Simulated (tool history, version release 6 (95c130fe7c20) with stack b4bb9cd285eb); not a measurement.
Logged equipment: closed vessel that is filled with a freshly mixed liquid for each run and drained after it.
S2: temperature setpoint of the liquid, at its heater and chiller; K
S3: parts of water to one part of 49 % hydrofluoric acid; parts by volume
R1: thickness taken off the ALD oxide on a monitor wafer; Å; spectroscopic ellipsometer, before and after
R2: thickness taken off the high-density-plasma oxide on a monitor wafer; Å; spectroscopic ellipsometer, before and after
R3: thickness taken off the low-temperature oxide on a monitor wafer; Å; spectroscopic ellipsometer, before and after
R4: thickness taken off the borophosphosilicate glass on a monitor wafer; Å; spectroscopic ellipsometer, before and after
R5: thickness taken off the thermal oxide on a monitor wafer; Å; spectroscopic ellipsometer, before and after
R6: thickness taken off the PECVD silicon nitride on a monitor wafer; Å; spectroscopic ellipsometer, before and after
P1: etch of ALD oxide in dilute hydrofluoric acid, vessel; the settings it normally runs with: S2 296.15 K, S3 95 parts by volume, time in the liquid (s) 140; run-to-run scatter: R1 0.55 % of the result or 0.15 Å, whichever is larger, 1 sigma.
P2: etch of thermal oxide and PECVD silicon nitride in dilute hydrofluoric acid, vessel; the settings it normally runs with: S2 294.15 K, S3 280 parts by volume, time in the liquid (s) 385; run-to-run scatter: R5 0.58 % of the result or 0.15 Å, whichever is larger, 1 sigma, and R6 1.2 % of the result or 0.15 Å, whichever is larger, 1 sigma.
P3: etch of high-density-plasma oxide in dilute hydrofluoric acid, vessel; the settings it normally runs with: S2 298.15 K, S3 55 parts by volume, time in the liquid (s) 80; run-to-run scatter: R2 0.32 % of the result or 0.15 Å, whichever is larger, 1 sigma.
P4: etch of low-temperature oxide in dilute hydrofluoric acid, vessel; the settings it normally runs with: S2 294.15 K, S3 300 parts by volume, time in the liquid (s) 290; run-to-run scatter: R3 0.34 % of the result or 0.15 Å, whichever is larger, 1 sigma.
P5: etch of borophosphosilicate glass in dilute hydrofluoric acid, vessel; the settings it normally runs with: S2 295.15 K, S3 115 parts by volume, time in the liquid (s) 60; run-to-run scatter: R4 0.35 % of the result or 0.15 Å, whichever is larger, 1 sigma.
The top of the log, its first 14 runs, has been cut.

run 15 day=8.033 | process_that_ran=P1 S2=296.15 S3=95 time_in_the_liquid_(s)=140 | R1=214.490
run 16 day=8.375 | process_that_ran=P4 S2=294.15 S3=300 time_in_the_liquid_(s)=75 | R3=18.811
run 17 day=9.038 | process_that_ran=P5 S2=295.15 S3=115 time_in_the_liquid_(s)=30 | R4=168.74
run 18 day=9.696 | process_that_ran=P2 S2=294.15 S3=280 time_in_the_liquid_(s)=70 | R5=9.1861 R6=3.5158
run 19 day=10.350 | process_that_ran=P2 S2=301.15 S3=280 time_in_the_liquid_(s)=385 | R5=63.2520 R6=29.3710
run 20 day=11.033 | process_that_ran=P1 S2=296.15 S3=145 time_in_the_liquid_(s)=140 | R1=131.080
run 21 day=11.621 | process_that_ran=P1 S2=296.15 S3=95 time_in_the_liquid_(s)=35 | R1=53.550
run 22 day=12.217 | process_that_ran=P1 S2=290.15 S3=95 time_in_the_liquid_(s)=140 | R1=165.810
run 23 day=12.858 | process_that_ran=P5 S2=290.15 S3=115 time_in_the_liquid_(s)=60 | R4=274.61
run 24 day=13.329 | process_that_ran=P4 S2=290.15 S3=300 time_in_the_liquid_(s)=290 | R3=62.200
run 25 day=13.708 | process_that_ran=P1 S2=296.15 S3=95 time_in_the_liquid_(s)=140 | R1=212.790
run 26 day=14.183 | process_that_ran=P1 S2=296.15 S3=95 time_in_the_liquid_(s)=140 | R1=214.230
run 27 day=14.621 | process_that_ran=P1 S2=296.15 S3=95 time_in_the_liquid_(s)=215 | R1=329.970
run 28 day=15.146 | process_that_ran=P2 S2=294.15 S3=50 time_in_the_liquid_(s)=385 | R5=352.9300 R6=101.7800
run 29 day=15.500 | process_that_ran=P1 S2=296.15 S3=95 time_in_the_liquid_(s)=140 | R1=212.230
run 30 day=16.171 | process_that_ran=P1 S2=296.15 S3=95 time_in_the_liquid_(s)=140 | R1=213.760
run 31 day=16.896 | process_that_ran=P1 S2=303.65 S3=95 time_in_the_liquid_(s)=140 | R1=285.850
run 32 day=17.238 | process_that_ran=P1 S2=296.15 S3=95 time_in_the_liquid_(s)=140 | R1=214.100
run 33 day=17.958 | process_that_ran=P1 S2=296.15 S3=95 time_in_the_liquid_(s)=140 | R1=206.670
run 34 day=18.300 | process_that_ran=P1 S2=296.15 S3=95 time_in_the_liquid_(s)=140 | R1=205.310

Expected results for the next run?
run 35 day=18.725 | process_that_ran=P1 S2=296.15 S3=95 time_in_the_liquid_(s)=140 | R1=?

{"run 35": {"R1": 203.54}}
